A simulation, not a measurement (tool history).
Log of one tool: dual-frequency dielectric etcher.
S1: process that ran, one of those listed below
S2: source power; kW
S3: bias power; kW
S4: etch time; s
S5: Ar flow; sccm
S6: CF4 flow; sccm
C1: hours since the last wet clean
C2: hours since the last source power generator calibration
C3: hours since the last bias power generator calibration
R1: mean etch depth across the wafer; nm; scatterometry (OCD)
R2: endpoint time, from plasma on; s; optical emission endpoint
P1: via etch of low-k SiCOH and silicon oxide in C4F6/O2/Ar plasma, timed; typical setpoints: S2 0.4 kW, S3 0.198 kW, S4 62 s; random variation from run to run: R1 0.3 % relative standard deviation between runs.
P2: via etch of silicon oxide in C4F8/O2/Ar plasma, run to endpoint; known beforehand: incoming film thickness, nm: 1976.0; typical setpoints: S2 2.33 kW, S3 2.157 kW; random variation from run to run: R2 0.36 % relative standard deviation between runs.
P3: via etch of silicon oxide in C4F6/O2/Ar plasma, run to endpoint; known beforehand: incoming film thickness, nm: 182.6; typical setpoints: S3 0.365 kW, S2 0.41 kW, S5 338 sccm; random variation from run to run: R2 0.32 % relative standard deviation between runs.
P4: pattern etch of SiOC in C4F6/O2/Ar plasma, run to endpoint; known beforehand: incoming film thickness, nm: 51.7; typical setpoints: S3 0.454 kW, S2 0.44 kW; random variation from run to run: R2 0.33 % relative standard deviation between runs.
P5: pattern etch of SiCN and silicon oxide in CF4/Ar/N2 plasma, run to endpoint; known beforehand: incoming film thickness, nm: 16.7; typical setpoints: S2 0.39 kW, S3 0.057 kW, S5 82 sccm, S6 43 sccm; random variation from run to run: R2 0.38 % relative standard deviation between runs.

run 1 hour=12.1 | S1=P1 S2=0.4 S3=0.198 S4=62 | C1=162.1 C2=1032.9 C3=2150.3 | R1=163.49
run 2 hour=20.5 | S1=P4 S2=0.44 S3=0.454 | C1=170.5 C2=1041.3 C3=2158.7 | R2=17.811
run 3 hour=29.1 | S1=P3 S2=0.41 S3=0.214 S5=338 | C1=179.1 C2=1049.9 C3=2167.3 | R2=57.061
run 4 hour=35.8 | S1=P1 S2=0.4 S3=0.279 S4=62 | C1=185.8 C2=1056.6 C3=2174 | R1=182.66
run 5 hour=45.1 | S1=P1 S2=0.4 S3=0.16 S4=62 | C1=195.1 C2=1065.9 C3=2183.3 | R1=152.09
run 6 hour=50.9 | S1=P1 S2=0.55 S3=0.198 S4=62 | C1=200.9 C2=1071.7 C3=2189.1 | R1=184.71
-- hour=55.8 wet clean of the chamber
run 7 hour=61.1 | S1=P5 S2=0.39 S3=0.057 S5=82 S6=43 | C1=5.4 C2=1081.9 C3=2199.3 | R2=24.733
run 8 hour=70.3 | S1=P4 S2=0.44 S3=0.268 | C1=14.6 C2=1091.1 C3=2208.5 | R2=21.325
run 9 hour=77.5 | S1=P2 S2=2.33 S3=1.321 | C1=21.8 C2=1098.3 C3=2215.7 | R2=420.8
run 10 hour=89.3 | S1=P2 S2=2.33 S3=2.157 | C1=33.6 C2=1110.1 C3=2227.5 | R2=368.21
run 11 hour=99.1 | S1=P4 S2=0.26 S3=0.454 | C1=43.4 C2=1119.9 C3=2237.3 | R2=21.56
run 12 hour=106.7 | S1=P5 S2=0.39 S3=0.057 S5=82 S6=43 | C1=51 C2=1127.5 C3=2244.9 | R2=24.721
run 13 hour=115.6 | S1=P2 S2=1.57 S3=2.157 | C1=59.9 C2=1136.4 C3=2253.8 | R2=429.45
run 14 hour=127.7 | S1=P5 S2=0.5 S3=0.057 S5=82 S6=43 | C1=72 C2=1148.5 C3=2265.9 | R2=19.858
run 15 hour=137 | S1=P3 S2=0.41 S3=0.365 S5=215 | C1=81.3 C2=1157.8 C3=2275.2 | R2=45.349
run 16 hour=147.8 | S1=P5 S2=0.39 S3=0.057 S5=82 S6=28 | C1=92.1 C2=1168.6 C3=2286 | R2=26.717
run 17 hour=154.7 | S1=P1 S2=0.4 S3=0.198 S4=62 | C1=99 C2=1175.5 C3=2292.9 | R1=163.43
run 18 hour=160.9 | S1=P5 S2=0.39 S3=0.057 S5=109 S6=43 | C1=105.2 C2=1181.7 C3=2299.1 | R2=25.964
run 19 hour=167.3 | S1=P3 S2=0.41 S3=0.365 S5=338 | C1=111.6 C2=1188.1 C3=2305.5 | R2=47.464
run 20 hour=176.2 | S1=P5 S2=0.39 S3=0.036 S5=82 S6=43 | C1=120.5 C2=1197 C3=2314.4 | R2=28.603
run 21 hour=184.3 | S1=P1 S2=0.4 S3=0.198 S4=62 | C1=128.6 C2=1205.1 C3=2322.5 | R1=163.33
run 22 hour=190.5 | S1=P4 S2=0.44 S3=0.454 | C1=134.8 C2=1211.3 C3=2328.7 | R2=17.719
run 23 hour=202.5 | S1=P1 S2=0.4 S3=0.234 S4=39 | C1=146.8 C2=1223.3 C3=2340.7 | R1=108.07
run 24 hour=213.4 | S1=P1 S2=0.4 S3=0.198 S4=44.5 | C1=157.7 C2=1234.2 C3=2351.6 | R1=117.13
run 25 hour=220.1 | S1=P1 S2=0.4 S3=0.198 S4=86.5 | C1=164.4 C2=1240.9 C3=2358.3 | R1=227.62
run 26 hour=227.7 | S1=P3 S2=0.57 S3=0.365 S5=338 | C1=172 C2=1248.5 C3=2365.9 | R2=42.096
run 27 hour=237.4 | S1=P1 S2=0.4 S3=0.198 S4=62 | C1=181.7 C2=1258.2 C3=2375.6 | R1=163.53
run 28 hour=243.2 | S1=P1 S2=0.4 S3=0.198 S4=62 | C1=187.5 C2=1264 C3=2381.4 | R1=162.87
run 29 hour=248.8 | S1=P1 S2=0.24 S3=0.198 S4=62 | C1=193.1 C2=1269.6 C3=2387 | R1=134.4
run 30 hour=255.2 | S1=P1 S2=0.4 S3=0.198 S4=62 | C1=199.5 C2=1276 C3=2393.4 | R1=162.71
run 31 hour=266.4 | S1=P1 S2=0.4 S3=0.198 S4=62 | C1=210.7 C2=1287.2 C3=2404.6 | R1=161.91
run 32 hour=277.4 | S1=P1 S2=0.4 S3=0.198 S4=62 | C1=221.7 C2=1298.2 C3=2415.6 | R1=161.05
-- hour=281.6 wet clean of the chamber
run 33 hour=288.6 | S1=P1 S2=0.4 S3=0.198 S4=62 | C1=7.1 C2=1309.4 C3=2426.8 | R1=161.33
run 34 hour=297.4 | S1=P1 S2=0.4 S3=0.198 S4=62 | C1=15.9 C2=1318.2 C3=2435.6 | R1=160.82
run 35 hour=306 | S1=P1 S2=0.4 S3=0.198 S4=62 | C1=24.5 C2=1326.8 C3=2444.2 | R1=160.53
run 36 hour=314.2 | S1=P1 S2=0.4 S3=0.198 S4=62 | C1=32.7 C2=1335 C3=2452.4 | R1=160.76

The next listed run, before its measurement:
run 37 hour=322 | S1=P1 S2=0.4 S3=0.198 S4=62 | C1=40.5 C2=1342.8 C3=2460.2 | R1=?

{"run 37": {"R1": 160.53}}
